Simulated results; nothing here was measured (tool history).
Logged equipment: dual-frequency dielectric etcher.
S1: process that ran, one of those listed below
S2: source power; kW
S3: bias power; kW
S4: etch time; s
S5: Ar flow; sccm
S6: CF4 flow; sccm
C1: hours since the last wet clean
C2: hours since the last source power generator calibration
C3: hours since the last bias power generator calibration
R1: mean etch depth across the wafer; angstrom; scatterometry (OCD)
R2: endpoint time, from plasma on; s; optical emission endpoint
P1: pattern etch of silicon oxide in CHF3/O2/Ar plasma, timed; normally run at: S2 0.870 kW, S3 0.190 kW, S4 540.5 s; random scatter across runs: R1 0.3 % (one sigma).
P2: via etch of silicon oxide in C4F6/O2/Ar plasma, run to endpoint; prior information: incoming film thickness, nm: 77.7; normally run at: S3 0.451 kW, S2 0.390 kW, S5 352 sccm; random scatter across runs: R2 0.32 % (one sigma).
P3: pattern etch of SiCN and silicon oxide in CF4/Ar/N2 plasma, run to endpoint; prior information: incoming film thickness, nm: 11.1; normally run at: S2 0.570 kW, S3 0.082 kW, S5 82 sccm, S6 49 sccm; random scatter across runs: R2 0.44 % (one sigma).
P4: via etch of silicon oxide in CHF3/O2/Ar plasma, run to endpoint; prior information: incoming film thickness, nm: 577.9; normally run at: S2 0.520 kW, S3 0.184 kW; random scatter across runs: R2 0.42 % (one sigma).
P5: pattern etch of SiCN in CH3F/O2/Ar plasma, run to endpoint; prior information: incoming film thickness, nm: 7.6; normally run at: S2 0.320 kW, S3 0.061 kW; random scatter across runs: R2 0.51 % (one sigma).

run    day  S1     S2     S3     S4   S5  S6     C1     C2     C3       R1        R2
  1  0.292  P1  0.870  0.190  540.5           324.7  640.5  638.2  13363.0
  2  0.479  P5  0.320  0.061                  329.2  645.0  642.7            23.7400
  3  0.738  P1  0.870  0.190  540.5           335.4  651.2  648.9  13308.0
  4  1.079  P1  0.870  0.190  709.0           343.6  659.4  657.1  17472.0
  5  1.383  P3  0.570  0.105          82  49  350.9  666.7  664.4             9.5513
  6  1.704  P1  0.870  0.190  406.5           358.6  674.4  672.1   9996.2
  7  2.004  P2  0.390  0.451         352      365.8  681.6  679.3            18.4150
  8  2.238  P3  0.680  0.082          82  49  371.4  687.2  684.9             8.9246
  9  2.479  P1  0.870  0.190  540.5           377.2  693.0  690.7  13314.0
 10  2.650  P1  0.870  0.120  540.5           381.3  697.1  694.8  11522.0
 11  2.858  P1  0.520  0.190  540.5           386.3  702.1  699.8  10918.0
 12  3.046  P1  0.870  0.190  540.5           390.8  706.6  704.3  13326.0
 13  3.325  P5  0.320  0.043                  397.5  713.3  711.0            26.6470
 14  3.592  P3  0.570  0.082          82  69  403.9  719.7  717.4             9.9305
 15  3.800  P1  0.680  0.141  540.5           408.9  724.7  722.4  10972.0
 16  3.962  P2  0.390  0.348         352      412.8  728.6  726.3            20.1080
 17  4.217  P2  0.390  0.451         246      418.9  734.7  732.4            17.6520
 18  4.375  P4  0.520  0.115                  422.7  738.5  736.2           360.7200
 19  4.708  P4  0.660  0.184                  430.7  746.5  744.2           282.8900
 20  4.908  P3  0.570  0.082          58  49  435.5  751.3  749.0             9.9253
 21  5.104  P3  0.570  0.082          82  49  440.2  756.0  753.7            10.4530
     5.146  -- wet clean of the chamber
 22  5.279  P2  0.390  0.451         352        3.3  760.2  757.9            18.2130
 23  5.471  P1  0.870  0.190  540.5             7.9  764.8  762.5  13359.0
 24  5.800  P1  0.870  0.255  540.5            15.8  772.7  770.4  14733.0
 25  6.146  P2  0.480  0.451         352       24.1  781.0  778.7            16.9440
 26  6.471  P5  0.190  0.061                   31.9  788.8  786.5            28.5200
 27  6.746  P1  1.040  0.190  540.5            38.5  795.4  793.1  14302.0
 28  6.912  P5  0.320  0.061                   42.5  799.4  797.1            23.5240
 29  7.067  P3  0.570  0.082          82  49   46.2  803.1  800.8            10.5700
 30  7.312  P4  0.520  0.184                   52.1  809.0  806.7           308.7500
 31  7.588  P1  1.150  0.227  540.5            58.7  815.6  813.3  15672.0
 32  7.742  P1  0.870  0.190  540.5            62.4  819.3  817.0  13309.0
 33  7.896  P1  0.870  0.190  540.5            66.1  823.0  820.7  13330.0
 34  8.112  P1  0.870  0.190  540.5            71.3  828.2  825.9  13416.0
 35  8.267  P1  0.870  0.190  540.5            75.0  831.9  829.6  13398.0
 36  8.550  P1  0.870  0.190  540.5            81.8  838.7  836.4  13459.0
     8.746  -- wet clean of the chamber
 37  8.788  P1  0.870  0.190  540.5             1.0  844.4  842.1  13492.0
 38  9.108  P1  0.870  0.190  540.5             8.7  852.1  849.8  13461.0
 39  9.300  P1  0.870  0.190  540.5            13.3  856.7  854.4  13489.0
 40  9.633  P1  0.870  0.190  540.5            21.3  864.7  862.4  13474.0

What P1 gives has crept off from where it sat before. The 2 causes that follow fit the log equally well, each at the size noted:
A: bias power that arrives over what is set, % = 4.71
B: source power that arrives over what is set, % = 4.06
Creep in the process output first set in at about day 7.742.
The rest of the possible causes, and what rules out each one:
chamber walls in a state that raises the etch rate, %: was serviced at day 8.746, once the creep was under way, yet the earlier output never came back

Below are 4 check runs, each averaged over 3 wafers, with their results shown as question marks. Which of them would give clearly different results depending on which cause is behind the drift?
check 1  9.967  P2  0.390  0.361      254                       ?
check 2  9.967  P3  0.570  0.082       68  68                   ?
check 3  9.967  P5  0.190  0.061                                ?
check 4  9.967  P4  0.520  0.117                                ?

What every check run would give for each of its results, assuming each possible cause in turn:
  check  result      if A      if B
check 1      R2   18.8750   18.9050
check 2      R2    9.5926    9.3998
check 3      R2   28.2870   28.3380
check 4      R2  353.6500  353.2000
Separation of the two closest causes in each check, using whichever result separates them best: check 1 0.16 %; check 2 2.03 %; check 3 0.18 %; check 4 0.13 %
The causes can be told apart only by check 2. The other checks would give nearly the same results under each of them.

Check 2 has now been run. It gave: R2 9.4428 s. Which of the candidate causes is it?

It is B: source power that arrives over what is set, %.
